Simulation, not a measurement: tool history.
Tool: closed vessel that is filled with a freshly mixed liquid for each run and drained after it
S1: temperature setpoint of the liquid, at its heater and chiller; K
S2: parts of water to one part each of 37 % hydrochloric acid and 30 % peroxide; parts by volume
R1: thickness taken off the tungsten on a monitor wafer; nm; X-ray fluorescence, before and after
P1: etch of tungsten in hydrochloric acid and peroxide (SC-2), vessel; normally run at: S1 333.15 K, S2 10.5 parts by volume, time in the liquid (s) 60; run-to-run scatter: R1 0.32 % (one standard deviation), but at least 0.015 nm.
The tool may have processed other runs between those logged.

Run 1, hour 14.8: S1 333.15 K, S2 10.5 parts by volume, time in the liquid (s) 60. Result: R1 19.9540 nm.
Run 2, hour 25.4: S1 333.15 K, S2 10.5 parts by volume, time in the liquid (s) 60. Result: R1 19.9970 nm.
Run 3, hour 34.7: S1 317.65 K, S2 10.5 parts by volume, time in the liquid (s) 60. Result: R1 7.1852 nm.
Run 4, hour 46.1: S1 333.15 K, S2 10.5 parts by volume, time in the liquid (s) 60. Result: R1 19.9130 nm.
Run 5, hour 59.9: S1 333.15 K, S2 10.5 parts by volume, time in the liquid (s) 60. Result: R1 19.9050 nm.
Run 6, hour 71.3: S1 333.15 K, S2 17.5 parts by volume, time in the liquid (s) 60. Result: R1 12.8600 nm.
Run 7, hour 79.0: S1 333.15 K, S2 10.5 parts by volume, time in the liquid (s) 115. Result: R1 38.1460 nm.
At hour 87.2: thermometer replaced.
Run 8, hour 93.7: S1 333.15 K, S2 7.0 parts by volume, time in the liquid (s) 105. Result: R1 48.3480 nm.
Run 9, hour 108.8: S1 333.15 K, S2 4.0 parts by volume, time in the liquid (s) 60. Result: R1 41.5320 nm.
Run 10, hour 123.9: S1 333.15 K, S2 10.5 parts by volume, time in the liquid (s) 30. Result: R1 9.9843 nm.
Run 11, hour 132.5: S1 345.15 K, S2 10.5 parts by volume, time in the liquid (s) 90. Result: R1 61.8630 nm.
At hour 136.4: new drum of peroxide connected.
Run 12, hour 142.5: S1 344.65 K, S2 10.5 parts by volume, time in the liquid (s) 60. Result: R1 40.1760 nm.
Run 13, hour 159.4: S1 333.15 K, S2 7.0 parts by volume, time in the liquid (s) 30. Result: R1 13.8130 nm.

Run 14 has not been measured yet. What should we expect?
Run 14, hour 167.6: S1 333.15 K, S2 10.5 parts by volume, time in the liquid (s) 60. Result: R1 ?.

R1: 19.8610 nm
